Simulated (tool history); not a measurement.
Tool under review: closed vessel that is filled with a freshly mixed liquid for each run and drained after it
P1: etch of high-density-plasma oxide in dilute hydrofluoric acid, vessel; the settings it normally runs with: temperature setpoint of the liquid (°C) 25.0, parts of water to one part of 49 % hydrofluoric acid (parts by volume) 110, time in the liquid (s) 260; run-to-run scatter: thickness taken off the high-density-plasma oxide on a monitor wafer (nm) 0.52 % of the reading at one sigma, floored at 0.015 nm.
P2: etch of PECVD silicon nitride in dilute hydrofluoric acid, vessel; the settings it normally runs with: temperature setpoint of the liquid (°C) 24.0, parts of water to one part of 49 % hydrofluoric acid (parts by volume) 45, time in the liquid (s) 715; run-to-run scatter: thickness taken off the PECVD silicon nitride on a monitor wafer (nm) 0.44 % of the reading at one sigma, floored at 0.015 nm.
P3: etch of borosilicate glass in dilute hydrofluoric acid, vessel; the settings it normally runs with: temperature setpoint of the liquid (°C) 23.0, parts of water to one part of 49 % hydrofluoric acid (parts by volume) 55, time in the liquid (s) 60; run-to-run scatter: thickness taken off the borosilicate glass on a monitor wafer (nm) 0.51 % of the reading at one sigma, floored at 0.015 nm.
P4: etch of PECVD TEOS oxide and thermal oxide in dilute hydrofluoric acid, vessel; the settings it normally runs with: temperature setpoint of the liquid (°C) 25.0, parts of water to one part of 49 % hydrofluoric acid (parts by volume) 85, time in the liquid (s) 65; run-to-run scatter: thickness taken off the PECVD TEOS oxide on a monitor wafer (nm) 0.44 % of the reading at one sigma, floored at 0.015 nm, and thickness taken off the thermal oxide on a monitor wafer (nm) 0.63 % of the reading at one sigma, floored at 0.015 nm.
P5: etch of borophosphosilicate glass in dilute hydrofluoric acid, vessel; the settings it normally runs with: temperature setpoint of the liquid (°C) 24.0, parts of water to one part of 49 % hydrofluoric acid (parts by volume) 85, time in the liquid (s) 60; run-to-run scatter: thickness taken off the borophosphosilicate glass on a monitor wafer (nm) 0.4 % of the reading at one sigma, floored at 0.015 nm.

run,hour,process that ran,temperature setpoint of the liquid (°C),parts of water to one part of 49 % hydrofluoric acid (parts by volume),time in the liquid (s),hours since the thermometer was replaced,hours since the hydrofluoric acid flow meter was replaced,thickness taken off the high-density-plasma oxide on a monitor wafer (nm),thickness taken off the PECVD TEOS oxide on a monitor wafer (nm),thickness taken off the thermal oxide on a monitor wafer (nm),thickness taken off the PECVD silicon nitride on a monitor wafer (nm),thickness taken off the borophosphosilicate glass on a monitor wafer (nm),thickness taken off the borosilicate glass on a monitor wafer (nm)
1,5.7,P1,25.0,110,260,333.2,627.9,12.6020,,,,,
2,12.7,P4,25.0,85,65,340.2,634.9,,12.608,3.7879,,,
3,17.8,P2,24.0,60,715,345.3,640.0,,,,33.201,,
4,26.0,P5,17.0,85,60,353.5,648.2,,,,,21.067,
5,33.4,P5,24.0,85,60,360.9,655.6,,,,,27.905,
6,38.2,P3,27.0,55,60,365.7,660.4,,,,,,61.825
7,42.4,P4,25.0,145,65,369.9,664.6,,6.843,2.0518,,,
8,46.3,P4,25.0,85,65,373.8,668.5,,12.653,3.7883,,,
9,54.3,P4,25.0,85,120,381.8,676.5,,23.483,6.9950,,,
10,59.7,P5,24.0,35,60,387.2,681.9,,,,,72.778,
11,67.8,P2,24.0,45,1025,395.3,690.0,,,,63.449,,
12,72.5,P2,32.0,45,715,400.0,694.7,,,,73.967,,
13,76.3,P1,25.0,110,380,403.8,698.5,18.2850,,,,,
14,82.1,P2,24.0,45,715,409.6,704.3,,,,44.319,,
15,87.4,P1,21.0,110,260,414.9,709.6,10.7300,,,,,
16,92.8,P2,24.0,45,715,420.3,715.0,,,,44.070,,
17,101.4,P3,23.0,55,60,428.9,723.6,,,,,,52.465
18,109.1,P1,25.0,110,260,436.6,731.3,12.5710,,,,,
19,114.5,P1,25.0,110,260,442.0,736.7,12.5010,,,,,
20,121.4,P3,23.0,20,60,448.9,743.6,,,,,,151.740
21,128.7,P1,33.0,110,260,456.2,750.9,16.9310,,,,,
22,133.0,P1,17.5,185,260,460.5,755.2,5.1246,,,,,
23,140.9,P1,25.0,160,260,468.4,763.1,8.2057,,,,,
24,149.0,P3,23.0,55,30,476.5,771.2,,,,,,26.485
25,153.9,P1,25.0,110,260,481.4,776.1,12.6190,,,,,
26,160.8,P1,25.0,40,260,488.3,783.0,38.1790,,,,,
27,169.2,P1,25.0,110,260,496.7,791.4,12.5920,,,,,
28,175.3,P5,24.0,85,95,502.8,797.5,,,,,44.436,
29,181.7,P1,25.0,110,135,509.2,803.9,6.4854,,,,,
30,190.0,P4,29.5,85,65,517.5,812.2,,15.112,4.5208,,,
31,194.4,P1,25.0,110,260,521.9,816.6,12.5360,,,,,
32,202.4,P1,25.0,110,260,529.9,824.6,12.9660,,,,,
33,207.1,P1,25.0,110,260,534.6,829.3,13.1280,,,,,
34,215.1,P1,25.0,110,260,542.6,837.3,13.2430,,,,,
35,221.7,P1,25.0,110,260,549.2,843.9,13.2460,,,,,
36,225.9,P1,25.0,110,260,553.4,848.1,13.3040,,,,,
37,233.4,P1,25.0,110,260,560.9,855.6,13.4430,,,,,
38,237.8,P1,25.0,110,260,565.3,860.0,13.3090,,,,,
39,242.8,P1,25.0,110,260,570.3,865.0,13.1480,,,,,

Compared with where it was, what P1 gives has crept away. Each cause listed below fits the log as well as the rest, at the size given for it:
A: liquid hotter than its thermometer reads (K) = 1.52
B: hydrofluoric acid flow above the setpoint (%) = 5.3
The gradual shift began around hour 194.4.

Each of the 4 check runs below uses one wafer; its results are left as question marks. Which run tells the causes apart?
check 1,247.8,P4,25.0,85,65,,,,?,?,,,
check 2,247.8,P3,23.0,55,60,,,,,,,,?
check 3,247.8,P5,24.0,85,60,,,,,,,?,
check 4,247.8,P2,24.0,45,715,,,,,,?,,

How each check would come out, cause by cause:
check,result,if A,if B
check 1,thickness taken off the PECVD TEOS oxide on a monitor wafer (nm),13.438,13.401
check 1,thickness taken off the thermal oxide on a monitor wafer (nm),4.0100,3.9990
check 2,thickness taken off the borosilicate glass on a monitor wafer (nm),56.180,55.778
check 3,thickness taken off the borophosphosilicate glass on a monitor wafer (nm),29.684,29.583
check 4,thickness taken off the PECVD silicon nitride on a monitor wafer (nm),48.807,46.339
Separation of the two closest causes in each check, using whichever result separates them best: check 1 0.28 %; check 2 0.72 %; check 3 0.34 %; check 4 5.19 %
Only in check 4 would the causes give clearly different results; in the remaining checks their results would be nearly the same.

The results of check 4 are: thickness taken off the PECVD silicon nitride on a monitor wafer (nm) 46.228. Based on these, which of the listed causes is it?

Of the candidate causes, it is B: hydrofluoric acid flow above the setpoint (%).

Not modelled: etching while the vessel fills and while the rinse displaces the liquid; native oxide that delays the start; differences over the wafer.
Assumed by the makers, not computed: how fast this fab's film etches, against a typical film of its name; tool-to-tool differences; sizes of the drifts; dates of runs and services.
